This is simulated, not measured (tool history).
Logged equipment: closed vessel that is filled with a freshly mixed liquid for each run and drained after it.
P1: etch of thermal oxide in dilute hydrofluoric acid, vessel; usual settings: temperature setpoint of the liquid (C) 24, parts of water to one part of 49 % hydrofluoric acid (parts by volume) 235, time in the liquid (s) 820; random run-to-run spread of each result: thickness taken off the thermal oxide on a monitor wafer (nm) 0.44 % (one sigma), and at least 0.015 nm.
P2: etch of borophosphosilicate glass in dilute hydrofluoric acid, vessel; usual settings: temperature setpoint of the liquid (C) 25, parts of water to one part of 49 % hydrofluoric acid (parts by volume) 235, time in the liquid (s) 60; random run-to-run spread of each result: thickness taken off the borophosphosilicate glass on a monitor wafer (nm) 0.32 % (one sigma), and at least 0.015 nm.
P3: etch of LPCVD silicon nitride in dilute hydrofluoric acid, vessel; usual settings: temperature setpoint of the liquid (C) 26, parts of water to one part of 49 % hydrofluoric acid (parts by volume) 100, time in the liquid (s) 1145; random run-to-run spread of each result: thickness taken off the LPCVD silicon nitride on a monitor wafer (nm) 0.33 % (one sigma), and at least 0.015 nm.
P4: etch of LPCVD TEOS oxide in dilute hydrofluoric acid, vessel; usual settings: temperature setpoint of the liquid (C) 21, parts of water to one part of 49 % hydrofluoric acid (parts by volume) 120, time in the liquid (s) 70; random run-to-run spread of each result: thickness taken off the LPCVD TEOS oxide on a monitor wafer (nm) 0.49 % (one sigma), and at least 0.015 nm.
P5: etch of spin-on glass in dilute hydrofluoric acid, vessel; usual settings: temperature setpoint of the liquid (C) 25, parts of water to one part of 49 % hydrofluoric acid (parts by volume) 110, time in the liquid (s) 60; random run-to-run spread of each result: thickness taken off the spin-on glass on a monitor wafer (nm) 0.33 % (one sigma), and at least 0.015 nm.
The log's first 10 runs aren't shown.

| run | day | process that ran | temperature setpoint of the liquid (C) | parts of water to one part of 49 % hydrofluoric acid (parts by volume) | time in the liquid (s) | thickness taken off the thermal oxide on a monitor wafer (nm) | thickness taken off the LPCVD silicon nitride on a monitor wafer (nm) | thickness taken off the LPCVD TEOS oxide on a monitor wafer (nm) | thickness taken off the borophosphosilicate glass on a monitor wafer (nm) | thickness taken off the spin-on glass on a monitor wafer (nm) |
|---|---|---|---|---|---|---|---|---|---|---|
| 11 | 2.688 | P5 | 20 | 110 | 60 |  |  |  |  | 17.419 |
| 12 | 3.004 | P1 | 24 | 235 | 1390 | 23.364 |  |  |  |  |
| 13 | 3.204 | P1 | 24 | 235 | 820 | 13.688 |  |  |  |  |
| 14 | 3.529 | P3 | 26 | 140 | 1145 |  | 4.1907 |  |  |  |
| 15 | 3.733 | P4 | 21 | 210 | 70 |  |  | 6.646 |  |  |
| 16 | 4.038 | P2 | 25 | 430 | 60 |  |  |  | 7.2316 |  |
| 17 | 4.267 | P1 | 17 | 55 | 820 | 53.409 |  |  |  |  |
| 18 | 4.579 | P2 | 25 | 235 | 30 |  |  |  | 8.0282 |  |
| 19 | 4.762 | P1 | 24 | 235 | 820 | 13.73 |  |  |  |  |
| 20 | 4.946 | P2 | 25 | 235 | 60 |  |  |  | 16.15 |  |
| 21 | 5.204 | P3 | 26 | 100 | 2060 |  | 10.56 |  |  |  |
| 22 | 5.412 | P5 | 25 | 110 | 60 |  |  |  |  | 21.452 |
| 23 | 5.562 | P5 | 25 | 110 | 30 |  |  |  |  | 10.688 |
| 24 | 5.85 | P1 | 28 | 425 | 820 | 7.1397 |  |  |  |  |
| 25 | 6.167 | P4 | 29 | 120 | 70 |  |  | 17.319 |  |  |
| 26 | 6.479 | P4 | 21 | 120 | 70 |  |  | 12.793 |  |  |
| 27 | 6.629 | P1 | 29.5 | 235 | 820 | 16.767 |  |  |  |  |
| 28 | 6.842 | P1 | 24 | 235 | 30 | 0.51363 |  |  |  |  |
| 29 | 7.038 | P3 | 26 | 100 | 1145 |  | 5.845 |  |  |  |
| 30 | 7.254 | P1 | 19.5 | 235 | 820 | 11.757 |  |  |  |  |
| 31 | 7.525 | P1 | 24 | 75 | 820 | 51.725 |  |  |  |  |
| 32 | 7.812 | P1 | 24 | 235 | 820 | 13.846 |  |  |  |  |
| 33 | 8.079 | P1 | 24 | 235 | 820 | 14.124 |  |  |  |  |

Expected results for the next run?
| 34 | 8.354 | P1 | 24 | 235 | 820 | ? |  |  |  |  |

thickness taken off the thermal oxide on a monitor wafer (nm): 14.264

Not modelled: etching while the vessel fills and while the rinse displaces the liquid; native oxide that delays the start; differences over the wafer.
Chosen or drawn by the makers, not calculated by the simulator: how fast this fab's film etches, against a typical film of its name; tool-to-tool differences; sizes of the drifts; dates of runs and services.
